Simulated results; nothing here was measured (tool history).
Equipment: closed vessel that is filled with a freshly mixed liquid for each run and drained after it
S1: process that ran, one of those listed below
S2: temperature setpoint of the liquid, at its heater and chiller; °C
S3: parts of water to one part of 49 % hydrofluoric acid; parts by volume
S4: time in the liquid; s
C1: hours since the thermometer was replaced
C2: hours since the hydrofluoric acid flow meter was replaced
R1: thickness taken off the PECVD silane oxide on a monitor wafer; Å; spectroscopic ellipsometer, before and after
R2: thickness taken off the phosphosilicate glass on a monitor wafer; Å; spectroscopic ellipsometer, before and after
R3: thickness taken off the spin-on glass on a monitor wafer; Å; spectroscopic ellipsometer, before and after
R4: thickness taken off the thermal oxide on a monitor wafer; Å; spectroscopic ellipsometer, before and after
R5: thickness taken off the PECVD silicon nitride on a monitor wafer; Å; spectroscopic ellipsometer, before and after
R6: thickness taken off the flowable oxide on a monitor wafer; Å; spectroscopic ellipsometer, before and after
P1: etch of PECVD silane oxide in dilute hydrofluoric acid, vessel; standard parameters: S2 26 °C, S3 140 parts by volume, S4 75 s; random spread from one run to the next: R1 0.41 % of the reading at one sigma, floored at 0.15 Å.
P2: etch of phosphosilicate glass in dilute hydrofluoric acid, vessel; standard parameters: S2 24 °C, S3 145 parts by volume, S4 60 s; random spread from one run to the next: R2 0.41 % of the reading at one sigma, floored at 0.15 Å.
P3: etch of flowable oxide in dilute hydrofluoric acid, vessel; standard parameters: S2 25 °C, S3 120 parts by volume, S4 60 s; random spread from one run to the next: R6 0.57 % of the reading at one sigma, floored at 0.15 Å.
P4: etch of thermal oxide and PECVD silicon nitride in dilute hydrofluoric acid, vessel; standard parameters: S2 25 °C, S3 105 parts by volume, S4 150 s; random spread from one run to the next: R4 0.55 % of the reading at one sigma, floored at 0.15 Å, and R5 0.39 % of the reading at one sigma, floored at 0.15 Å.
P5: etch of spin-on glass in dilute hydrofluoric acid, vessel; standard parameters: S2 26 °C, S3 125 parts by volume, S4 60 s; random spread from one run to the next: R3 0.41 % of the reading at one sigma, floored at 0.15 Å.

run	hour	S1	S2	S3	S4	C1	C2	R1	R2	R3	R4	R5	R6
1	9.9	P1	26	140	75	164.3	448	162.66					
2	20.4	P2	24	70	60	174.8	458.5		633.06				
3	27.4	P1	26	140	75	181.8	465.5	164					
4	40.4	P5	26	180	60	194.8	478.5			127.52			
5	51.1	P1	26	140	75	205.5	489.2	164.13					
6	62	P4	25	105	30	216.4	500.1				13.266	12.249	
7	71.9	P1	19.5	140	75	226.3	510	127					
8	82.6	P4	25	35	150	237	520.7				220.77	182.52	
9	95	P2	20	145	60	249.4	533.1		236.61				
10	101.6	P4	30.5	105	150	256	539.7				83.009	87.972	
11	110	P1	26	140	75	264.4	548.1	163.4					
12	118.2	P4	25	105	150	272.6	556.3				67.068	61.741	
13	125.7	P3	25	120	110	280.1	563.8						393.23
# hour 134.3: thermometer replaced
14	138.4	P1	26	225	75	4.1	576.5	92.73					
15	144.3	P2	24	145	60	10	582.4		276.15				
16	154.3	P3	25	120	60	20	592.4						212.62
17	162.2	P5	26	125	30	27.9	600.3			97.465			
18	170.4	P1	26	140	75	36.1	608.5	163.12					
19	177.5	P5	26	125	60	43.2	615.6			196.74			
20	185.1	P2	24	145	60	50.8	623.2		277.26				
21	192.2	P1	26	140	30	57.9	630.3	65.636					
22	200.2	P1	34	30	75	65.9	638.3	1218.7					
23	210.3	P1	26	50	75	76	648.4	515.52					
24	217.5	P2	24	145	85	83.2	655.6		391.19				
25	226.8	P1	26	140	135	92.5	664.9	295.29					
26	235.2	P3	25	195	60	100.9	673.3						119.6
27	247.2	P5	21.5	125	60	112.9	685.3			164.3			
28	259.5	P3	33	120	60	125.2	697.6						286.15
29	272.2	P5	26	125	60	137.9	710.3			195.73			
30	281.8	P1	32.5	140	75	147.5	719.9	207.3					
31	287.6	P1	26	140	75	153.3	725.7	163.86					
32	297.5	P1	26	140	75	163.2	735.6	160.17					
33	307.1	P1	26	140	75	172.8	745.2	154.89					
34	314.8	P1	26	140	75	180.5	752.9	154.03					
35	323.6	P1	26	140	75	189.3	761.7	154.37					
36	335.7	P1	26	140	75	201.4	773.8	153.19					
37	343.7	P1	26	140	75	209.4	781.8	152.7					
38	355.6	P1	26	140	75	221.3	793.7	152.3					

What P1 gives has crept off from where it sat before. The 2 causes that follow fit the log equally well, each at the size noted:
A: hydrofluoric acid flow below the setpoint (%) = 5.8
B: liquid colder than its thermometer reads (K) = 1.85
At approximately hour 287.6, the process output began to creep.

Below are 4 check runs, each on a single wafer, with their results shown as question marks. Which of them would tell the listed causes apart, meaning the causes would give clearly different results under it?
check 1	367.5	P4	25	105	150						?	?	
check 2	367.5	P3	25	120	60								?
check 3	367.5	P5	26	125	60					?			
check 4	367.5	P2	24	145	60				?				

What each check would give under each cause:
check	result	if A	if B
check 1	R4	62.971	62.642
check 1	R5	58.502	54.962
check 2	R6	198.35	197.66
check 3	R3	181.81	181.45
check 4	R2	257.41	256.98
Smallest distance between any two causes, each pair judged by its most separating result, in per cent: check 1 6.24 %; check 2 0.35 %; check 3 0.2 %; check 4 0.17 %
The causes can be told apart only by check 1. The other checks would give nearly the same results under each of them.

Check 1 was then run and gave: R4 62.171 Å; R5 54.759 Å. Which cause is it?

It is B: liquid colder than its thermometer reads (K).

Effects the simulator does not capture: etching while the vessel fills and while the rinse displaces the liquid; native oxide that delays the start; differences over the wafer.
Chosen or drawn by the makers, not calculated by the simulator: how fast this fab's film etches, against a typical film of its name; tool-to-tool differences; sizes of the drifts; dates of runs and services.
